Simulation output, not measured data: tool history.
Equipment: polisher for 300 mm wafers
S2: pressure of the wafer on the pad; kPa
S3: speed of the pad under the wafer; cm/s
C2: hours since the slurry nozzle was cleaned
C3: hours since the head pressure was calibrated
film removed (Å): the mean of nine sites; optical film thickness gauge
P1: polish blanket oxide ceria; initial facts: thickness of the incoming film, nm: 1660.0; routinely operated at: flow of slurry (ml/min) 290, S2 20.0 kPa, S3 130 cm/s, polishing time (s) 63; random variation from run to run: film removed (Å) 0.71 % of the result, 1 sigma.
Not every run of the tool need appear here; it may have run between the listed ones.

{"run": 1, "hour": 12.4, "flow of slurry (ml/min)": 290, "S2": 20.0, "S3": 130, "polishing time (s)": 63, "wafers polished on this pad": 650, "C2": 191.5, "C3": 452.9, "film removed (Å)": 2773.2}
{"run": 2, "hour": 22.8, "flow of slurry (ml/min)": 290, "S2": 20.0, "S3": 130, "polishing time (s)": 63, "wafers polished on this pad": 774, "C2": 201.9, "C3": 463.3, "film removed (Å)": 2740.1}
{"run": 3, "hour": 34.4, "flow of slurry (ml/min)": 290, "S2": 20.0, "S3": 194, "polishing time (s)": 63, "wafers polished on this pad": 912, "C2": 213.5, "C3": 474.9, "film removed (Å)": 4099.6}
{"run": 4, "hour": 45.7, "flow of slurry (ml/min)": 420, "S2": 20.0, "S3": 130, "polishing time (s)": 63, "wafers polished on this pad": 1047, "C2": 224.8, "C3": 486.2, "film removed (Å)": 2871.0}
{"run": 5, "hour": 62.9, "flow of slurry (ml/min)": 355, "S2": 20.0, "S3": 190, "polishing time (s)": 63, "wafers polished on this pad": 1252, "C2": 242.0, "C3": 503.4, "film removed (Å)": 4164.1}
{"run": 6, "hour": 74.6, "flow of slurry (ml/min)": 290, "S2": 29.6, "S3": 130, "polishing time (s)": 63, "wafers polished on this pad": 1392, "C2": 253.7, "C3": 515.1, "film removed (Å)": 4070.3}
{"hour": 80.1, "done": "head pressure recalibrated"}
{"run": 7, "hour": 83.6, "flow of slurry (ml/min)": 290, "S2": 20.0, "S3": 130, "polishing time (s)": 99, "wafers polished on this pad": 1500, "C2": 262.7, "C3": 3.6, "film removed (Å)": 4322.7}
{"run": 8, "hour": 95.7, "flow of slurry (ml/min)": 290, "S2": 20.0, "S3": 130, "polishing time (s)": 63, "wafers polished on this pad": 1644, "C2": 274.8, "C3": 15.7, "film removed (Å)": 2716.2}
{"run": 9, "hour": 111.6, "flow of slurry (ml/min)": 290, "S2": 20.0, "S3": 130, "polishing time (s)": 63, "wafers polished on this pad": 1834, "C2": 290.7, "C3": 31.6, "film removed (Å)": 2755.1}
{"run": 10, "hour": 124.5, "flow of slurry (ml/min)": 290, "S2": 9.0, "S3": 130, "polishing time (s)": 63, "wafers polished on this pad": 1988, "C2": 303.6, "C3": 44.5, "film removed (Å)": 1254.7}
{"hour": 127.9, "done": "slurry nozzle cleaned"}
{"run": 11, "hour": 139.1, "flow of slurry (ml/min)": 290, "S2": 20.0, "S3": 130, "polishing time (s)": 36, "wafers polished on this pad": 2162, "C2": 11.2, "C3": 59.1, "film removed (Å)": 1576.4}
{"run": 12, "hour": 156.7, "flow of slurry (ml/min)": 175, "S2": 20.0, "S3": 130, "polishing time (s)": 63, "wafers polished on this pad": 2372, "C2": 28.8, "C3": 76.7, "film removed (Å)": 2607.2}
{"run": 13, "hour": 171.2, "flow of slurry (ml/min)": 290, "S2": 20.0, "S3": 58, "polishing time (s)": 63, "wafers polished on this pad": 2545, "C2": 43.3, "C3": 91.2, "film removed (Å)": 1236.1}
{"run": 14, "hour": 186.7, "flow of slurry (ml/min)": 290, "S2": 20.0, "S3": 130, "polishing time (s)": 63, "wafers polished on this pad": 2730, "C2": 58.8, "C3": 106.7, "film removed (Å)": 2771.2}
{"run": 15, "hour": 199.0, "flow of slurry (ml/min)": 290, "S2": 20.0, "S3": 130, "polishing time (s)": 63, "wafers polished on this pad": 2877, "C2": 71.1, "C3": 119.0, "film removed (Å)": 2726.9}
{"run": 16, "hour": 214.1, "flow of slurry (ml/min)": 290, "S2": 20.0, "S3": 130, "polishing time (s)": 63, "wafers polished on this pad": 3057, "C2": 86.2, "C3": 134.1, "film removed (Å)": 2667.1}
{"run": 17, "hour": 222.8, "flow of slurry (ml/min)": 290, "S2": 20.0, "S3": 130, "polishing time (s)": 63, "wafers polished on this pad": 3161, "C2": 94.9, "C3": 142.8, "film removed (Å)": 2692.4}
{"run": 18, "hour": 233.8, "flow of slurry (ml/min)": 290, "S2": 20.0, "S3": 130, "polishing time (s)": 63, "wafers polished on this pad": 3293, "C2": 105.9, "C3": 153.8, "film removed (Å)": 2669.7}
{"run": 19, "hour": 250.4, "flow of slurry (ml/min)": 290, "S2": 20.0, "S3": 130, "polishing time (s)": 63, "wafers polished on this pad": 3491, "C2": 122.5, "C3": 170.4, "film removed (Å)": 2668.4}
{"hour": 257.0, "done": "worn pad replaced by a new one"}
{"run": 20, "hour": 259.5, "flow of slurry (ml/min)": 290, "S2": 20.0, "S3": 130, "polishing time (s)": 63, "wafers polished on this pad": 30, "C2": 131.6, "C3": 179.5, "film removed (Å)": 2645.5}
{"run": 21, "hour": 275.9, "flow of slurry (ml/min)": 290, "S2": 20.0, "S3": 130, "polishing time (s)": 63, "wafers polished on this pad": 225, "C2": 148.0, "C3": 195.9, "film removed (Å)": 2640.2}
{"run": 22, "hour": 284.1, "flow of slurry (ml/min)": 290, "S2": 20.0, "S3": 130, "polishing time (s)": 63, "wafers polished on this pad": 323, "C2": 156.2, "C3": 204.1, "film removed (Å)": 2642.6}
{"run": 23, "hour": 295.2, "flow of slurry (ml/min)": 290, "S2": 20.0, "S3": 130, "polishing time (s)": 63, "wafers polished on this pad": 456, "C2": 167.3, "C3": 215.2, "film removed (Å)": 2676.3}
{"run": 24, "hour": 310.4, "flow of slurry (ml/min)": 290, "S2": 20.0, "S3": 130, "polishing time (s)": 63, "wafers polished on this pad": 637, "C2": 182.5, "C3": 230.4, "film removed (Å)": 2657.2}

Something has made what P1 gives creep away from where it was; the 2 causes below, each at its own stated size, fit the log equally well:
A: slurry flow missing at the pad, % = 31.6
B: head's pressure below its setpoint, % = 4.17
At approximately hour 186.7, the process output began to creep.
Excluded causes, each with its reason:
removal rate lost through wear of the pad, %: serviced at hour 257.0, which brought nothing back

Of the 4 check runs below, each run on 5 wafers with the results averaged and each result still a question mark, which one would tell the listed causes apart?
{"run": "check 1", "hour": 325.6, "flow of slurry (ml/min)": 185, "S2": 26.2, "S3": 130, "polishing time (s)": 63, "film removed (Å)": "?"}
{"run": "check 2", "hour": 325.6, "flow of slurry (ml/min)": 290, "S2": 13.1, "S3": 190, "polishing time (s)": 63, "film removed (Å)": "?"}
{"run": "check 3", "hour": 325.6, "flow of slurry (ml/min)": 290, "S2": 10.3, "S3": 58, "polishing time (s)": 63, "film removed (Å)": "?"}
{"run": "check 4", "hour": 325.6, "flow of slurry (ml/min)": 290, "S2": 20.0, "S3": 170, "polishing time (s)": 63, "film removed (Å)": "?"}

What each check would give under each cause:
check=check_1 result=film_removed_(Å) if_A=3218.20 if_B=3290.80
check=check_2 result=film_removed_(Å) if_A=2533.70 if_B=2533.70
check=check_3 result=film_removed_(Å) if_A=610.61 if_B=610.62
check=check_4 result=film_removed_(Å) if_A=3460.10 if_B=3460.20
Per check, the gap between the least separated pair of causes, taken in the result that splits them most: check 1 2.23 %; check 2 0 %; check 3 0 %; check 4 0 %
Check 1 tells the causes apart: in the others they would give nearly the same result.

Here is what check 1 returned: film removed (Å) 3221.10. Which cause is it?

The cause is A: slurry flow missing at the pad, %.

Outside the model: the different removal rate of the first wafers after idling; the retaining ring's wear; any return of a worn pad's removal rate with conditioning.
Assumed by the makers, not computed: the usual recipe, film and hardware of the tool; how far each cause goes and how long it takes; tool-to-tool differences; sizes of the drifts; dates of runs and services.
